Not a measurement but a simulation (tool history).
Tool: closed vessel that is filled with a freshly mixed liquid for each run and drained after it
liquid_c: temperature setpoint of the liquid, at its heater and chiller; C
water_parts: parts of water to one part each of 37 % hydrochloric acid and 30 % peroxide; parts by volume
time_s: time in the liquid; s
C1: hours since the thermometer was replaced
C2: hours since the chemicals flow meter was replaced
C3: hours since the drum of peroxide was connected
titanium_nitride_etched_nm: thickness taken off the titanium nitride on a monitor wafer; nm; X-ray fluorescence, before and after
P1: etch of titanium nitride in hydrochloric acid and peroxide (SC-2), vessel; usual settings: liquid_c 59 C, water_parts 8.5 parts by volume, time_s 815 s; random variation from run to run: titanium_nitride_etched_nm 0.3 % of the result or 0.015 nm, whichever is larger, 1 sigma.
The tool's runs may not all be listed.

Run 1, hour 5: liquid_c 59 C, water_parts 8.5 parts by volume, time_s 815 s; C1 339.1; C2 404.9; C3 383.9. Result: titanium_nitride_etched_nm 60.401 nm.
Run 2, hour 8.9: liquid_c 45 C, water_parts 8.5 parts by volume, time_s 815 s; C1 343; C2 408.8; C3 387.8. Result: titanium_nitride_etched_nm 23.831 nm.
Run 3, hour 12.3: liquid_c 59 C, water_parts 8.5 parts by volume, time_s 1545 s; C1 346.4; C2 412.2; C3 391.2. Result: titanium_nitride_etched_nm 113.97 nm.
Run 4, hour 15.3: liquid_c 59 C, water_parts 8.5 parts by volume, time_s 815 s; C1 349.4; C2 415.2; C3 394.2. Result: titanium_nitride_etched_nm 60.417 nm.
Run 5, hour 20.8: liquid_c 72 C, water_parts 12 parts by volume, time_s 815 s; C1 354.9; C2 420.7; C3 399.7. Result: titanium_nitride_etched_nm 99.22 nm.
Run 6, hour 24.3: liquid_c 59 C, water_parts 8.5 parts by volume, time_s 815 s; C1 358.4; C2 424.2; C3 403.2. Result: titanium_nitride_etched_nm 60.517 nm.
Run 7, hour 30.8: liquid_c 68 C, water_parts 8.5 parts by volume, time_s 815 s; C1 364.9; C2 430.7; C3 409.7. Result: titanium_nitride_etched_nm 104.77 nm.
Run 8, hour 35.6: liquid_c 59 C, water_parts 4 parts by volume, time_s 815 s; C1 369.7; C2 435.5; C3 414.5. Result: titanium_nitride_etched_nm 106.03 nm.
Run 9, hour 39.4: liquid_c 59 C, water_parts 8.5 parts by volume, time_s 815 s; C1 373.5; C2 439.3; C3 418.3. Result: titanium_nitride_etched_nm 60.437 nm.
Run 10, hour 44.2: liquid_c 59 C, water_parts 13 parts by volume, time_s 815 s; C1 378.3; C2 444.1; C3 423.1. Result: titanium_nitride_etched_nm 42.202 nm.
Run 11, hour 49.8: liquid_c 59 C, water_parts 8.5 parts by volume, time_s 815 s; C1 383.9; C2 449.7; C3 428.7. Result: titanium_nitride_etched_nm 59.867 nm.
Run 12, hour 55.9: liquid_c 59 C, water_parts 8.5 parts by volume, time_s 415 s; C1 390; C2 455.8; C3 434.8. Result: titanium_nitride_etched_nm 30.551 nm.
Run 13, hour 59.8: liquid_c 59 C, water_parts 8.5 parts by volume, time_s 815 s; C1 393.9; C2 459.7; C3 438.7. Result: titanium_nitride_etched_nm 60.222 nm.
Run 14, hour 63.3: liquid_c 59 C, water_parts 8.5 parts by volume, time_s 815 s; C1 397.4; C2 463.2; C3 442.2. Result: titanium_nitride_etched_nm 58.515 nm.
Run 15, hour 68.2: liquid_c 59 C, water_parts 8.5 parts by volume, time_s 815 s; C1 402.3; C2 468.1; C3 447.1. Result: titanium_nitride_etched_nm 57.246 nm.
Run 16, hour 75.1: liquid_c 59 C, water_parts 8.5 parts by volume, time_s 815 s; C1 409.2; C2 475; C3 454. Result: titanium_nitride_etched_nm 56.012 nm.
Run 17, hour 79.5: liquid_c 59 C, water_parts 8.5 parts by volume, time_s 815 s; C1 413.6; C2 479.4; C3 458.4. Result: titanium_nitride_etched_nm 55.902 nm.
At hour 79.9: new drum of peroxide connected.
Run 18, hour 84.6: liquid_c 59 C, water_parts 8.5 parts by volume, time_s 815 s; C1 418.7; C2 484.5; C3 4.7. Result: titanium_nitride_etched_nm 55.936 nm.

Run 19 comes next. What will it give?
Run 19, hour 88.2: liquid_c 59 C, water_parts 8.5 parts by volume, time_s 815 s; C1 422.3; C2 488.1; C3 8.3. Result: titanium_nitride_etched_nm ?.

{"run 19": {"titanium_nitride_etched_nm": 55.328}}
